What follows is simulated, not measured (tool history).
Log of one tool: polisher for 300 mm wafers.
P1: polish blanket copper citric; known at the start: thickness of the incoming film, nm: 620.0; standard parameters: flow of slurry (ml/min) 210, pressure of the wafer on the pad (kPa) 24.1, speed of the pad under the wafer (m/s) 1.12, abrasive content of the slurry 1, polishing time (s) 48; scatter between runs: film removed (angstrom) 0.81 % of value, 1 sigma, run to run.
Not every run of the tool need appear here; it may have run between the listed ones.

run	hour	flow of slurry (ml/min)	pressure of the wafer on the pad (kPa)	speed of the pad under the wafer (m/s)	abrasive content of the slurry	polishing time (s)	wafers polished on this pad	hours since the slurry nozzle was cleaned	hours since the head pressure was calibrated	hours since the slurry blender was calibrated	film removed (angstrom)
1	16.8	210	24.1	1.12	1	48	407	299.1	521.4	175.9	1268.5
2	30.2	210	13.1	1.12	1	48	540	312.5	534.8	189.3	699.32
3	41.7	210	31.7	1.12	1	48	654	324	546.3	200.8	1658.9
4	54.4	210	24.1	1.12	1.5	48	781	336.7	559	213.5	1373.2
5	65.1	210	24.1	1.12	1	48	887	347.4	569.7	224.2	1240.4
6	80.8	210	24.1	1.12	1	72	1044	363.1	585.4	239.9	1929.8
7	97.2	210	24.1	1.12	1	48	1207	379.5	601.8	256.3	1269.3
8	114.7	210	24.1	1.12	1	48	1381	397	619.3	273.8	1268.6
9	129.4	210	24.1	1.12	0.7	48	1527	411.7	634	288.5	1165.2
10	147.6	125	24.1	1.12	1	48	1709	429.9	652.2	306.7	1156
11	163.2	210	24.1	1.12	1	22	1864	445.5	667.8	322.3	574.65
12	180.7	210	24.1	0.6	1	48	2038	463	685.3	339.8	683.25
13	199.4	210	11	1.12	1	71	2224	481.7	704	358.5	869.5
14	208.6	210	24.1	1.12	1	48	2316	490.9	713.2	367.7	1269.7
15	219.9	270	24.1	1.12	1	48	2428	502.2	724.5	379	1290.9
16	239.1	210	14.5	1.4	1	48	2620	521.4	743.7	398.2	945.36
17	248.8	210	24.1	1.12	1	48	2716	531.1	753.4	407.9	1266
18	264.5	210	24.1	1.74	1	48	2872	546.8	769.1	423.6	1954.3
19	283.3	210	24.1	1.12	1	48	3060	565.6	787.9	442.4	1260.9
20	299.3	210	24.1	1.12	1	48	3219	581.6	803.9	458.4	1219.9
21	317.1	210	24.1	1.12	1	48	3396	599.4	821.7	476.2	1192.1
22	333.7	210	24.1	1.12	1	48	3561	616	838.3	492.8	1192.9
23	349.5	210	24.1	1.12	1	48	3719	631.8	854.1	508.6	1181.8
# hour 356.8: head pressure recalibrated
# hour 357.9: slurry blender recalibrated
24	368	210	24.1	1.12	1	48	3903	650.3	11.3	10.1	1178.6
25	385	210	24.1	1.12	1	48	4072	667.3	28.3	27.1	1170.3
26	393.8	210	24.1	1.12	1	48	4160	676.1	37.1	35.9	1183

What P1 gives has crept off from where it sat before. The 2 causes that follow fit the log equally well, each at the size noted:
A: removal rate lost through wear of the pad, % = 6.95
B: slurry flow missing at the pad, % = 36.8
The drift started at roughly hour 283.3.
What rules out each remaining cause:
head's pressure below its setpoint, %: its service at hour 356.8 followed the start of the drift and did not put the process back to its old value
abrasive missing from the slurry, %: its service at hour 357.9 followed the start of the drift and did not put the process back to its old value

Below are 4 check runs, each averaged over 2 wafers, with their results shown as question marks. Which of them would give clearly different results depending on which cause is behind the drift?
check 1	402.6	125	24.1	1.12	1.25	48					?
check 2	402.6	210	24.1	0.62	1	48					?
check 3	402.6	210	24.1	1.64	1.15	48					?
check 4	402.6	210	24.1	1.12	0.8	37					?

How each check would come out, cause by cause:
check	result	if A	if B
check 1	film removed (angstrom)	1134.2	1086.3
check 2	film removed (angstrom)	660.21	660.22
check 3	film removed (angstrom)	1763	1763
check 4	film removed (angstrom)	864.06	864.07
Distance between the nearest two causes, measured in the result of the check that separates them most: check 1 4.31 %; check 2 0 %; check 3 0 %; check 4 0 %
The other checks would show nearly matching results whichever cause is true, so check 1 is the only one that separates the causes.

With check 1 done, the readings were: film removed (angstrom) 1138.5. Identify which of the listed causes applies.

The correct cause is A, namely: removal rate lost through wear of the pad, %.
